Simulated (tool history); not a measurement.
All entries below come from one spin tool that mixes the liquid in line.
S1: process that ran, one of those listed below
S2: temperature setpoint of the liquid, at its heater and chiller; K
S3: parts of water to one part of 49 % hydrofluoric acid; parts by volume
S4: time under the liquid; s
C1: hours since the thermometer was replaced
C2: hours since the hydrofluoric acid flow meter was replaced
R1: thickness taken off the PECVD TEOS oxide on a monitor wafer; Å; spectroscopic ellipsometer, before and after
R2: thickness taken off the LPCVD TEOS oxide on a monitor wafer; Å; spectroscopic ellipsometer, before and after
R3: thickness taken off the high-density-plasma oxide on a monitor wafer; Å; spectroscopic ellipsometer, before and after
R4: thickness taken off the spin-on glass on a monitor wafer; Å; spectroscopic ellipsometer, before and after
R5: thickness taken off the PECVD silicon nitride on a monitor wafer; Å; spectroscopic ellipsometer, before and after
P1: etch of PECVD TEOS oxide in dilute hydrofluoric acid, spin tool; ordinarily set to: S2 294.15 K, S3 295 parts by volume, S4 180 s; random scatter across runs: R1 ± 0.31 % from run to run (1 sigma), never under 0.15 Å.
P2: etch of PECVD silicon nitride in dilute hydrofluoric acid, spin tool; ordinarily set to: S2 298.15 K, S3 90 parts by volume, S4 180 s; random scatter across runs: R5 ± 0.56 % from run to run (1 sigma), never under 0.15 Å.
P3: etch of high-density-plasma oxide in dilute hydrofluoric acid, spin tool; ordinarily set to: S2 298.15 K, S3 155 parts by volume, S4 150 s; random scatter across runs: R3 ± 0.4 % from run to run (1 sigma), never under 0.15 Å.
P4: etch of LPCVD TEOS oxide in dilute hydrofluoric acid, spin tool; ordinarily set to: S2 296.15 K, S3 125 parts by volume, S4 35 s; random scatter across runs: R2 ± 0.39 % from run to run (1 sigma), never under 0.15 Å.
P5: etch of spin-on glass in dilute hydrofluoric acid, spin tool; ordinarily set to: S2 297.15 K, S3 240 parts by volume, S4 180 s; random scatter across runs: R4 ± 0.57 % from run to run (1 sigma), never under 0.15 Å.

run   hour  S1      S2   S3   S4     C1     C2        R1       R2      R3      R4      R5
  1    6.2  P1  294.15  295  180  649.6  602.7   84.6780
  2   12.4  P1  294.15  415   15  655.8  608.9    4.4877
  3   19.8  P4  296.15  125   35  663.2  616.3             75.052
  4   25.7  P1  294.15  295  350  669.1  622.2  164.1300
  5   34.3  P1  294.15  295  180  677.7  630.8   84.4030
  6   41.5  P1  290.15  295  180  684.9  638.0   72.7840
  7   46.1  P3  298.15  155  150  689.5  642.6                     61.809
  8   53.1  P4  296.15  125   15  696.5  649.6             32.512
  9   59.6  P4  296.15   65   35  703.0  656.1            155.580
 10   66.8  P3  292.15  155  150  710.2  663.3                     48.716
 11   75.8  P1  294.15  295  180  719.2  672.3   84.4450
 12   82.2  P1  294.15  295  180  725.6  678.7   84.3430
 13   89.8  P5  303.65  240  180  733.2  686.3                             302.72
 14   94.8  P1  294.15  295   70  738.2  691.3   32.8300
 15  104.7  P1  294.15  295  180  748.1  701.2   83.8850
     112.4  -- hydrofluoric acid flow meter replaced
 16  114.4  P2  298.15  160  180  757.8    2.1                                     24.511
 17  119.6  P3  298.15  155   50  763.0    7.3                     20.616
 18  129.7  P2  306.65   90  180  773.1   17.4                                     74.318
 19  134.7  P1  302.15  295  180  778.1   22.4  110.8000
 20  144.3  P1  294.15  295  180  787.7   32.0   83.8200
 21  151.8  P3  298.15  255  150  795.2   39.5                     33.574
 22  157.2  P4  304.15  125   35  800.6   44.9            101.000
 23  166.2  P5  297.15  135  180  809.6   53.9                             477.39
 24  172.8  P5  297.15  240  325  816.2   60.5                             430.89
 25  178.3  P1  294.15  540  180  821.7   66.0   37.2300
 26  188.3  P1  294.15  130  180  831.7   76.0  225.4400
 27  194.9  P2  298.15   90  325  838.3   82.6                                     78.256
 28  200.7  P1  301.65  295  105  844.1   88.4   63.5240
 29  208.1  P5  297.15  240  180  851.5   95.8                             238.61
 30  213.6  P2  298.15   90  180  857.0  101.3                                     43.046
 31  220.2  P1  294.15  295  180  863.6  107.9   83.8600
 32  228.4  P1  294.15  295  180  871.8  116.1   82.2200
 33  238.7  P1  294.15  295  180  882.1  126.4   81.0050
 34  245.9  P1  294.15  295  180  889.3  133.6   80.0760
 35  251.0  P1  294.15  295  180  894.4  138.7   80.0880
 36  257.0  P1  294.15  295  180  900.4  144.7   79.5910
 37  265.6  P1  294.15  295  180  909.0  153.3   80.1750

Run 38 has not been measured yet. What should we expect?
 38  273.6  P1  294.15  295  180  917.0  161.3   ?

{"run 38": {"R1": 79.142}}
